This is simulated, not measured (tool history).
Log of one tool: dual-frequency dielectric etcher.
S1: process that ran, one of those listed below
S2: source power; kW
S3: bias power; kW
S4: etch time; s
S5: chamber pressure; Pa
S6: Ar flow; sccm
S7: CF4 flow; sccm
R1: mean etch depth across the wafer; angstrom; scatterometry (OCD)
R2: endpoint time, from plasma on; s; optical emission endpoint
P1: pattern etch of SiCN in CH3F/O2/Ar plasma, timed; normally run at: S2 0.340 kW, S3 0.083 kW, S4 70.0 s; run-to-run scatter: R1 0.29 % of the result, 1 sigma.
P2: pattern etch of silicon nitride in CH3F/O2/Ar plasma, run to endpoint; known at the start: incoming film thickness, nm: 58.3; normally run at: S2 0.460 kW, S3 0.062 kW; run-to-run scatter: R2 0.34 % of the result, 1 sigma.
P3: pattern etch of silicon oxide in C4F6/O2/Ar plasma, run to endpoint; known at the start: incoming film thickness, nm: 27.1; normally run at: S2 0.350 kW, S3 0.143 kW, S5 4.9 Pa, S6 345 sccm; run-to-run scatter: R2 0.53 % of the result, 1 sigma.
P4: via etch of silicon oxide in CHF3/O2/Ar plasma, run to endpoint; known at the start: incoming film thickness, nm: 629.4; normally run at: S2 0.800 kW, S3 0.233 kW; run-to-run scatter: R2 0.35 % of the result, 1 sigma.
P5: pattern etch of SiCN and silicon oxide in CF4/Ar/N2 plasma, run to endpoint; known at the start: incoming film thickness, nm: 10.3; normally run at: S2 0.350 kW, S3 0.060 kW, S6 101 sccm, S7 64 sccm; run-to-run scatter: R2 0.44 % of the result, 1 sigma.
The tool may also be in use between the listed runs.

run   hour  S1     S2     S3    S4   S5   S6  S7      R1        R2
  1    4.0  P1  0.340  0.083  70.0                258.98
  2    8.5  P2  0.300  0.062                               98.9360
  3   12.9  P2  0.460  0.062                               83.7920
  4   16.4  P1  0.340  0.083  70.0                258.47
  5   20.7  P1  0.460  0.056  70.0                251.91
  6   22.9  P4  0.800  0.233                              258.3700
  7   25.8  P3  0.350  0.143        4.9  474               10.6070
  8   28.8  P5  0.350  0.060              60  64           14.6390
  9   32.5  P3  0.350  0.143        4.9  345               10.2400
 10   35.0  P1  0.340  0.051  46.0                142.82
 11   37.3  P1  0.340  0.083  70.0                258.00
 12   39.9  P5  0.350  0.060             101  80           15.3650
 13   43.1  P3  0.210  0.143        4.9  345               12.7010
 14   46.7  P5  0.350  0.074             101  64           14.7790
 15   51.1  P1  0.340  0.083  38.5                142.18
 16   55.6  P1  0.460  0.083  70.0                290.51
 17   60.1  P4  0.800  0.308                              235.1600
 18   64.0  P5  0.350  0.060             101  64           15.8960
 19   67.8  P1  0.340  0.108  70.0                285.21
 20   70.4  P3  0.350  0.194        4.9  345                9.3220
 21   72.7  P4  0.950  0.233                              241.2000
 22   76.7  P5  0.350  0.060             101  64           15.9040
 23   79.2  P1  0.270  0.117  70.0                269.96
 24   81.6  P1  0.340  0.083  88.5                327.28
      84.3  -- wet clean of the chamber
 25   85.0  P3  0.350  0.143        3.6  345                9.9253
 26   88.5  P1  0.340  0.083  70.0                258.37
 27   92.5  P1  0.220  0.083  70.0                219.83
 28   96.3  P5  0.230  0.060             101  64           23.0340
 29   99.1  P1  0.340  0.058  70.0                227.07
 30  102.6  P2  0.460  0.048                               91.6600
 31  105.1  P1  0.340  0.083  70.0                257.23
 32  109.9  P1  0.340  0.083  70.0                259.37
 33  113.7  P1  0.340  0.083  70.0                260.52
 34  116.8  P1  0.340  0.083  70.0                261.65
     119.3  -- wet clean of the chamber
 35  119.5  P1  0.340  0.083  70.0                261.30
 36  123.7  P1  0.340  0.083  70.0                261.68
 37  126.1  P1  0.340  0.083  70.0                262.52
 38  128.3  P1  0.340  0.083  70.0                263.64
 39  132.6  P1  0.340  0.083  70.0                263.43

What P1 gives has crept away from where it was. These 2 causes fit the log equally well, each at the size given:
A: source power that arrives over what is set, % = 4.77
B: bias power that arrives over what is set, % = 4.8
The creep began at about hour 109.9.
Why every other cause is out:
chamber walls in a state that raises the etch rate, %: serviced at hour 119.3, which brought nothing back

4 check runs are offered, each on 2 wafers whose results are averaged, their results left as question marks. Which one tells the causes apart?
check 1  136.9  P4  0.800  0.273                         ?
check 2  136.9  P5  0.280  0.060            71  64       ?
check 3  136.9  P3  0.350  0.187      4.9  455           ?
check 4  136.9  P2  0.350  0.051                         ?

What each check would give under each cause:
  check  result      if A      if B
check 1      R2  240.3200  240.5000
check 2      R2   17.6310   18.0970
check 3      R2    9.5834    9.6114
check 4      R2   97.8230   98.1200
How far apart the two closest causes lie, in the result that separates them most: check 1 0.07 %; check 2 2.61 %; check 3 0.29 %; check 4 0.3 %
Check 2 tells the causes apart: in the others they would give nearly the same result.

Then check 2 was run and gave: R2 18.0290 s. Which cause is it?

It is B: bias power that arrives over what is set, %.
